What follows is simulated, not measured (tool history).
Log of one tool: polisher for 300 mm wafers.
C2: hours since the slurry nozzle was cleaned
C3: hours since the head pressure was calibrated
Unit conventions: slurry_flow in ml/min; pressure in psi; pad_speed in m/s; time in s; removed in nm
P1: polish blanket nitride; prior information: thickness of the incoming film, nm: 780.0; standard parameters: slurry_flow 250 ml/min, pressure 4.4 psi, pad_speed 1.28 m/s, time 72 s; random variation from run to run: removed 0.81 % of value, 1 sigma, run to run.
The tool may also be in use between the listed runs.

{"run": 1, "day": 0.296, "slurry_flow": 250, "pressure": 4.4, "pad_speed": 1.28, "time": 72, "wafers polished on this pad": 782, "C2": 258.9, "C3": 566.8, "removed": 176.6}
{"run": 2, "day": 0.475, "slurry_flow": 250, "pressure": 4.4, "pad_speed": 0.58, "time": 72, "wafers polished on this pad": 808, "C2": 263.2, "C3": 571.1, "removed": 94.735}
{"run": 3, "day": 0.75, "slurry_flow": 380, "pressure": 4.4, "pad_speed": 1.66, "time": 72, "wafers polished on this pad": 847, "C2": 269.8, "C3": 577.7, "removed": 227.08}
{"run": 4, "day": 1.0, "slurry_flow": 250, "pressure": 4.4, "pad_speed": 1.28, "time": 114, "wafers polished on this pad": 883, "C2": 275.8, "C3": 583.7, "removed": 285.4}
{"run": 5, "day": 1.238, "slurry_flow": 395, "pressure": 4.4, "pad_speed": 1.28, "time": 72, "wafers polished on this pad": 917, "C2": 281.5, "C3": 589.4, "removed": 185.86}
{"run": 6, "day": 1.492, "slurry_flow": 250, "pressure": 4.4, "pad_speed": 1.28, "time": 72, "wafers polished on this pad": 954, "C2": 287.6, "C3": 595.5, "removed": 177.58}
{"run": 7, "day": 1.633, "slurry_flow": 250, "pressure": 4.4, "pad_speed": 1.28, "time": 72, "wafers polished on this pad": 975, "C2": 291.0, "C3": 598.9, "removed": 177.2}
{"day": 1.692, "done": "worn pad replaced by a new one"}
{"run": 8, "day": 1.9, "slurry_flow": 250, "pressure": 2.2, "pad_speed": 1.28, "time": 72, "wafers polished on this pad": 30, "C2": 297.4, "C3": 605.3, "removed": 90.816}
{"run": 9, "day": 2.162, "slurry_flow": 250, "pressure": 4.4, "pad_speed": 1.88, "time": 72, "wafers polished on this pad": 67, "C2": 303.7, "C3": 611.6, "removed": 240.81}
{"run": 10, "day": 2.404, "slurry_flow": 150, "pressure": 4.4, "pad_speed": 1.28, "time": 72, "wafers polished on this pad": 102, "C2": 309.5, "C3": 617.4, "removed": 168.21}
{"run": 11, "day": 2.667, "slurry_flow": 250, "pressure": 4.4, "pad_speed": 1.28, "time": 72, "wafers polished on this pad": 140, "C2": 315.8, "C3": 623.7, "removed": 176.76}
{"run": 12, "day": 2.833, "slurry_flow": 250, "pressure": 4.4, "pad_speed": 1.28, "time": 72, "wafers polished on this pad": 164, "C2": 319.8, "C3": 627.7, "removed": 176.78}
{"run": 13, "day": 3.017, "slurry_flow": 250, "pressure": 6.1, "pad_speed": 1.28, "time": 72, "wafers polished on this pad": 191, "C2": 324.2, "C3": 632.1, "removed": 249.71}
{"run": 14, "day": 3.188, "slurry_flow": 250, "pressure": 4.4, "pad_speed": 0.88, "time": 107, "wafers polished on this pad": 215, "C2": 328.3, "C3": 636.2, "removed": 196.05}
{"run": 15, "day": 3.45, "slurry_flow": 250, "pressure": 4.4, "pad_speed": 1.28, "time": 72, "wafers polished on this pad": 253, "C2": 334.6, "C3": 642.5, "removed": 178.42}
{"run": 16, "day": 3.738, "slurry_flow": 250, "pressure": 4.4, "pad_speed": 1.28, "time": 47, "wafers polished on this pad": 294, "C2": 341.5, "C3": 649.4, "removed": 116.87}

Forecast run 17:
{"run": 17, "day": 4.033, "slurry_flow": 250, "pressure": 6.2, "pad_speed": 1.28, "time": 45, "wafers polished on this pad": 337, "C2": 348.6, "C3": 656.5, "removed": "?"}

{"run 17": {"removed": 157.29}}
